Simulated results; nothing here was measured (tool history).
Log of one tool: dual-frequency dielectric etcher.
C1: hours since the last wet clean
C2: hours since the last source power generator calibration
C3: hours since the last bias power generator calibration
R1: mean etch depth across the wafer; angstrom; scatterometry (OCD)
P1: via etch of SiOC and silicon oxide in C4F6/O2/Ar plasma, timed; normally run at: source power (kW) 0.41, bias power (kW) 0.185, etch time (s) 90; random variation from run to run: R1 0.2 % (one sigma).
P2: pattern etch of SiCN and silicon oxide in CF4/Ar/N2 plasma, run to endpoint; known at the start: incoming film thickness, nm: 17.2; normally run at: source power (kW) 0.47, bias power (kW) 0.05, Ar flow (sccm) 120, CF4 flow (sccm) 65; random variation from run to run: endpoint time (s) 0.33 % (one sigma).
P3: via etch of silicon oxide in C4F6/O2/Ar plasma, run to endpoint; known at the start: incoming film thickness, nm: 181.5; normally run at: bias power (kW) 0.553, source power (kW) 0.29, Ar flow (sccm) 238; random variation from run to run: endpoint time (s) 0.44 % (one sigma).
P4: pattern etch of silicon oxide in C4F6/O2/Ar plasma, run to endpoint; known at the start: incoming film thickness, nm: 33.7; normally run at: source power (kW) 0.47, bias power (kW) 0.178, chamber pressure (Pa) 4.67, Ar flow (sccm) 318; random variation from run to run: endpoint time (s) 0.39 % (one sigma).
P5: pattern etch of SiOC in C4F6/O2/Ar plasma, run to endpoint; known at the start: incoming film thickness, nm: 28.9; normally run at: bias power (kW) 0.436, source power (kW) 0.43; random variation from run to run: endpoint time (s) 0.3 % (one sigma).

run 1 day=0.433 | process_that_ran=P1 source_power_(kW)=0.41 bias_power_(kW)=0.185 etch_time_(s)=90 | C1=137.2 C2=692.7 C3=1016.1 | R1=1039.7
run 2 day=0.888 | process_that_ran=P1 source_power_(kW)=0.41 bias_power_(kW)=0.185 etch_time_(s)=90 | C1=148.1 C2=703.6 C3=1027 | R1=1036.9
run 3 day=1.404 | process_that_ran=P4 source_power_(kW)=0.33 bias_power_(kW)=0.178 chamber_pressure_(Pa)=4.67 Ar_flow_(sccm)=318 | C1=160.5 C2=716 C3=1039.4 | endpoint_time_(s)=11.847
run 4 day=1.908 | process_that_ran=P1 source_power_(kW)=0.41 bias_power_(kW)=0.137 etch_time_(s)=54 | C1=172.6 C2=728.1 C3=1051.5 | R1=568.66
run 5 day=2.192 | process_that_ran=P1 source_power_(kW)=0.41 bias_power_(kW)=0.185 etch_time_(s)=90 | C1=179.4 C2=734.9 C3=1058.3 | R1=1042.3
run 6 day=2.638 | process_that_ran=P2 source_power_(kW)=0.47 bias_power_(kW)=0.05 Ar_flow_(sccm)=120 CF4_flow_(sccm)=91 | C1=190.1 C2=745.6 C3=1069 | endpoint_time_(s)=20.786
run 7 day=3.15 | process_that_ran=P4 source_power_(kW)=0.47 bias_power_(kW)=0.121 chamber_pressure_(Pa)=4.67 Ar_flow_(sccm)=318 | C1=202.4 C2=757.9 C3=1081.3 | endpoint_time_(s)=11.547
run 8 day=3.475 | process_that_ran=P1 source_power_(kW)=0.41 bias_power_(kW)=0.24 etch_time_(s)=90 | C1=210.2 C2=765.7 C3=1089.1 | R1=1132.9
run 9 day=3.975 | process_that_ran=P1 source_power_(kW)=0.41 bias_power_(kW)=0.185 etch_time_(s)=90 | C1=222.2 C2=777.7 C3=1101.1 | R1=1040.6
run 10 day=4.312 | process_that_ran=P1 source_power_(kW)=0.41 bias_power_(kW)=0.121 etch_time_(s)=90 | C1=230.3 C2=785.8 C3=1109.2 | R1=912.2
run 11 day=4.888 | process_that_ran=P1 source_power_(kW)=0.27 bias_power_(kW)=0.245 etch_time_(s)=90 | C1=244.1 C2=799.6 C3=1123 | R1=974.25
run 12 day=5.471 | process_that_ran=P3 source_power_(kW)=0.29 bias_power_(kW)=0.553 Ar_flow_(sccm)=238 | C1=258.1 C2=813.6 C3=1137 | endpoint_time_(s)=41.63
run 13 day=6.067 | process_that_ran=P1 source_power_(kW)=0.41 bias_power_(kW)=0.185 etch_time_(s)=61 | C1=272.4 C2=827.9 C3=1151.3 | R1=706.41
run 14 day=6.392 | process_that_ran=P1 source_power_(kW)=0.41 bias_power_(kW)=0.185 etch_time_(s)=90 | C1=280.2 C2=835.7 C3=1159.1 | R1=1039.1
run 15 day=6.904 | process_that_ran=P1 source_power_(kW)=0.49 bias_power_(kW)=0.185 etch_time_(s)=119.5 | C1=292.5 C2=848 C3=1171.4 | R1=1481.1
run 16 day=7.338 | process_that_ran=P2 source_power_(kW)=0.47 bias_power_(kW)=0.05 Ar_flow_(sccm)=78 CF4_flow_(sccm)=65 | C1=302.9 C2=858.4 C3=1181.8 | endpoint_time_(s)=20.453
run 17 day=7.817 | process_that_ran=P1 source_power_(kW)=0.41 bias_power_(kW)=0.185 etch_time_(s)=126.5 | C1=314.4 C2=869.9 C3=1193.3 | R1=1460.9
run 18 day=8.383 | process_that_ran=P2 source_power_(kW)=0.47 bias_power_(kW)=0.032 Ar_flow_(sccm)=120 CF4_flow_(sccm)=65 | C1=328 C2=883.5 C3=1206.9 | endpoint_time_(s)=25.383
run 19 day=8.754 | process_that_ran=P2 source_power_(kW)=0.47 bias_power_(kW)=0.05 Ar_flow_(sccm)=120 CF4_flow_(sccm)=65 | C1=336.9 C2=892.4 C3=1215.8 | endpoint_time_(s)=22.211
run 20 day=9.154 | process_that_ran=P1 source_power_(kW)=0.34 bias_power_(kW)=0.185 etch_time_(s)=90 | C1=346.5 C2=902 C3=1225.4 | R1=967.14
run 21 day=9.733 | process_that_ran=P4 source_power_(kW)=0.47 bias_power_(kW)=0.178 chamber_pressure_(Pa)=4.67 Ar_flow_(sccm)=318 | C1=360.4 C2=915.9 C3=1239.3 | endpoint_time_(s)=10.289
run 22 day=10.012 | process_that_ran=P1 source_power_(kW)=0.52 bias_power_(kW)=0.185 etch_time_(s)=90 | C1=367.1 C2=922.6 C3=1246 | R1=1136.4
run 23 day=10.546 | process_that_ran=P2 source_power_(kW)=0.47 bias_power_(kW)=0.05 Ar_flow_(sccm)=120 CF4_flow_(sccm)=65 | C1=379.9 C2=935.4 C3=1258.8 | endpoint_time_(s)=22.038
run 24 day=10.946 | process_that_ran=P3 source_power_(kW)=0.29 bias_power_(kW)=0.553 Ar_flow_(sccm)=333 | C1=389.5 C2=945 C3=1268.4 | endpoint_time_(s)=43.361
run 25 day=11.467 | process_that_ran=P5 source_power_(kW)=0.25 bias_power_(kW)=0.436 | C1=402 C2=957.5 C3=1280.9 | endpoint_time_(s)=11.894
run 26 day=11.8 | process_that_ran=P3 source_power_(kW)=0.37 bias_power_(kW)=0.553 Ar_flow_(sccm)=238 | C1=410 C2=965.5 C3=1288.9 | endpoint_time_(s)=38.147
run 27 day=12.175 | process_that_ran=P4 source_power_(kW)=0.47 bias_power_(kW)=0.178 chamber_pressure_(Pa)=5.93 Ar_flow_(sccm)=318 | C1=419 C2=974.5 C3=1297.9 | endpoint_time_(s)=10.558
run 28 day=12.75 | process_that_ran=P2 source_power_(kW)=0.36 bias_power_(kW)=0.05 Ar_flow_(sccm)=120 CF4_flow_(sccm)=65 | C1=432.8 C2=988.3 C3=1311.7 | endpoint_time_(s)=28.005
run 29 day=13.171 | process_that_ran=P5 source_power_(kW)=0.43 bias_power_(kW)=0.436 | C1=442.9 C2=998.4 C3=1321.8 | endpoint_time_(s)=9.6589
run 30 day=13.571 | process_that_ran=P3 source_power_(kW)=0.29 bias_power_(kW)=0.706 Ar_flow_(sccm)=238 | C1=452.5 C2=1008 C3=1331.4 | endpoint_time_(s)=37.893
run 31 day=13.854 | process_that_ran=P4 source_power_(kW)=0.47 bias_power_(kW)=0.178 chamber_pressure_(Pa)=4.67 Ar_flow_(sccm)=318 | C1=459.3 C2=1014.8 C3=1338.2 | endpoint_time_(s)=10.261
run 32 day=14.442 | process_that_ran=P5 source_power_(kW)=0.43 bias_power_(kW)=0.561 | C1=473.4 C2=1028.9 C3=1352.3 | endpoint_time_(s)=8.8309
run 33 day=15.021 | process_that_ran=P4 source_power_(kW)=0.47 bias_power_(kW)=0.178 chamber_pressure_(Pa)=4.67 Ar_flow_(sccm)=452 | C1=487.3 C2=1042.8 C3=1366.2 | endpoint_time_(s)=10.685
run 34 day=15.35 | process_that_ran=P1 source_power_(kW)=0.41 bias_power_(kW)=0.185 etch_time_(s)=90 | C1=495.2 C2=1050.7 C3=1374.1 | R1=1036.8
run 35 day=15.883 | process_that_ran=P1 source_power_(kW)=0.41 bias_power_(kW)=0.185 etch_time_(s)=90 | C1=508 C2=1063.5 C3=1386.9 | R1=1032.5
run 36 day=16.275 | process_that_ran=P1 source_power_(kW)=0.41 bias_power_(kW)=0.185 etch_time_(s)=90 | C1=517.4 C2=1072.9 C3=1396.3 | R1=1029
run 37 day=16.825 | process_that_ran=P1 source_power_(kW)=0.41 bias_power_(kW)=0.185 etch_time_(s)=90 | C1=530.6 C2=1086.1 C3=1409.5 | R1=1027.5
run 38 day=17.154 | process_that_ran=P1 source_power_(kW)=0.41 bias_power_(kW)=0.185 etch_time_(s)=90 | C1=538.5 C2=1094 C3=1417.4 | R1=1026.1
-- day=17.162 wet clean of the chamber
run 39 day=17.525 | process_that_ran=P1 source_power_(kW)=0.41 bias_power_(kW)=0.185 etch_time_(s)=90 | C1=8.8 C2=1102.9 C3=1426.3 | R1=1024.9
run 40 day=17.938 | process_that_ran=P1 source_power_(kW)=0.41 bias_power_(kW)=0.185 etch_time_(s)=90 | C1=18.7 C2=1112.8 C3=1436.2 | R1=1027.2

What P1 gives has crept away from where it was. These 2 causes fit the log equally well, each at the size given:
A: bias power that arrives under what is set, % = 4.21
B: source power that arrives under what is set, % = 3.51
The creep began at about day 15.35.
Why every other cause is out:
chamber walls in a state that lowers the etch rate, %: serviced at day 17.162, which brought nothing back

4 check runs are offered, each on 2 wafers whose results are averaged, their results left as question marks. Which one tells the causes apart?
run check 1 day=18.35 | process_that_ran=P5 source_power_(kW)=0.3 bias_power_(kW)=0.529 | endpoint_time_(s)=?
run check 2 day=18.35 | process_that_ran=P3 source_power_(kW)=0.36 bias_power_(kW)=0.553 Ar_flow_(sccm)=287 | endpoint_time_(s)=?
run check 3 day=18.35 | process_that_ran=P4 source_power_(kW)=0.34 bias_power_(kW)=0.178 chamber_pressure_(Pa)=4.67 Ar_flow_(sccm)=385 | endpoint_time_(s)=?
run check 4 day=18.35 | process_that_ran=P2 source_power_(kW)=0.47 bias_power_(kW)=0.033 Ar_flow_(sccm)=120 CF4_flow_(sccm)=78 | endpoint_time_(s)=?

What each check would give under each cause:
check=check_1 result=endpoint_time_(s) if_A=10.471 if_B=10.437
check=check_2 result=endpoint_time_(s) if_A=39.992 if_B=39.863
check=check_3 result=endpoint_time_(s) if_A=12.075 if_B=12.078
check=check_4 result=endpoint_time_(s) if_A=24.464 if_B=24.969
How far apart the two closest causes lie, in the result that separates them most: check 1 0.33 %; check 2 0.33 %; check 3 0.02 %; check 4 2.04 %
Only check 4 tells the causes apart: in the others they would give nearly the same result.

Then check 4 was run and gave: endpoint time (s) 25.084. Which cause is it?

It is B: source power that arrives under what is set, %.
